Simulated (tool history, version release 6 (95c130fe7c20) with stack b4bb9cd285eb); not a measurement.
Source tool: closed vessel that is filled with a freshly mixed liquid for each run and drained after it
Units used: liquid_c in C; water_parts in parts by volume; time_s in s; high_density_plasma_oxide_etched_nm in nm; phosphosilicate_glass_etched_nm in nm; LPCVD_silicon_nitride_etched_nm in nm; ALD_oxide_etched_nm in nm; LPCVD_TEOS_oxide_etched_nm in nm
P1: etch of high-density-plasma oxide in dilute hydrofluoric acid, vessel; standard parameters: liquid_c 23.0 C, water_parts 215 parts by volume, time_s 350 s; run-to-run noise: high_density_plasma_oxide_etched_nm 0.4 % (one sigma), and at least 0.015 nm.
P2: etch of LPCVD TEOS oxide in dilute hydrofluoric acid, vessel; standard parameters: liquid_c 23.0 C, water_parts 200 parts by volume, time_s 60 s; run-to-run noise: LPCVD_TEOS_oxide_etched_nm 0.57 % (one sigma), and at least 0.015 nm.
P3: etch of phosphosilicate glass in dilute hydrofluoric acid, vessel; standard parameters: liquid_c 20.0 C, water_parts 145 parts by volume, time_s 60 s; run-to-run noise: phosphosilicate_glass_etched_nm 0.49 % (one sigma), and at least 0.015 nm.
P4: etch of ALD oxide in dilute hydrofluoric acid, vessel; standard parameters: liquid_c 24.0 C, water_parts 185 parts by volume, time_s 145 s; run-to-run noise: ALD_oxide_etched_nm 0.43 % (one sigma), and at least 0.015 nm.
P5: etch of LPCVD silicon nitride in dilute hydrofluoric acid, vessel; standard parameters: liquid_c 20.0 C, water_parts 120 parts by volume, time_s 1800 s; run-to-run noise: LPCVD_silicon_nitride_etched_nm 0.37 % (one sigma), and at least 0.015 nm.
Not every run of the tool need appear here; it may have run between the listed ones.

| run | day | process | liquid_c | water_parts | time_s | high_density_plasma_oxide_etched_nm | phosphosilicate_glass_etched_nm | LPCVD_silicon_nitride_etched_nm | ALD_oxide_etched_nm | LPCVD_TEOS_oxide_etched_nm |
|---|---|---|---|---|---|---|---|---|---|---|
| 1 | 0.517 | P1 | 23.0 | 215 | 350 | 6.9571 |  |  |  |  |
| 2 | 1.033 | P1 | 23.0 | 350 | 350 | 3.6823 |  |  |  |  |
| 3 | 1.333 | P3 | 20.0 | 75 | 60 |  | 46.114 |  |  |  |
| 4 | 1.804 | P1 | 23.0 | 215 | 350 | 6.8619 |  |  |  |  |
| 5 | 2.117 | P1 | 23.0 | 215 | 665 | 13.1690 |  |  |  |  |
| 6 | 2.471 | P1 | 17.0 | 215 | 350 | 5.4883 |  |  |  |  |
| 7 | 3.075 | P1 | 23.0 | 50 | 350 | 35.8020 |  |  |  |  |
| 8 | 3.588 | P5 | 20.0 | 200 | 1800 |  |  | 3.5174 |  |  |
| 9 | 3.858 | P1 | 23.0 | 215 | 350 | 6.9302 |  |  |  |  |
| 10 | 4.421 | P5 | 20.0 | 120 | 1800 |  |  | 5.7891 |  |  |
| 11 | 4.933 | P1 | 23.0 | 335 | 555 | 6.2282 |  |  |  |  |
| 12 | 5.371 | P5 | 20.0 | 120 | 680 |  |  | 2.2048 |  |  |
| 13 | 5.700 | P4 | 24.0 | 185 | 45 |  |  |  | 3.3478 |  |
| 14 | 6.300 | P4 | 24.0 | 185 | 145 |  |  |  | 10.8530 |  |
| 15 | 6.762 | P3 | 20.0 | 145 | 60 |  | 21.977 |  |  |  |
| 16 | 7.221 | P2 | 23.0 | 285 | 60 |  |  |  |  | 9.3509 |
| 17 | 7.658 | P1 | 23.0 | 215 | 350 | 6.8585 |  |  |  |  |
| 18 | 8.062 | P1 | 30.5 | 215 | 350 | 9.0147 |  |  |  |  |
| 19 | 8.421 | P3 | 20.0 | 145 | 100 |  | 36.796 |  |  |  |
| 20 | 8.846 | P5 | 17.0 | 120 | 1800 |  |  | 4.6923 |  |  |
| 21 | 9.400 | P1 | 23.0 | 215 | 350 | 6.9315 |  |  |  |  |
| 22 | 10.004 | P1 | 30.0 | 340 | 350 | 4.8380 |  |  |  |  |

Forecast run 23:
| 23 | 10.279 | P3 | 28.0 | 145 | 60 |  | ? |  |  |  |

phosphosilicate_glass_etched_nm: 29.836 nm

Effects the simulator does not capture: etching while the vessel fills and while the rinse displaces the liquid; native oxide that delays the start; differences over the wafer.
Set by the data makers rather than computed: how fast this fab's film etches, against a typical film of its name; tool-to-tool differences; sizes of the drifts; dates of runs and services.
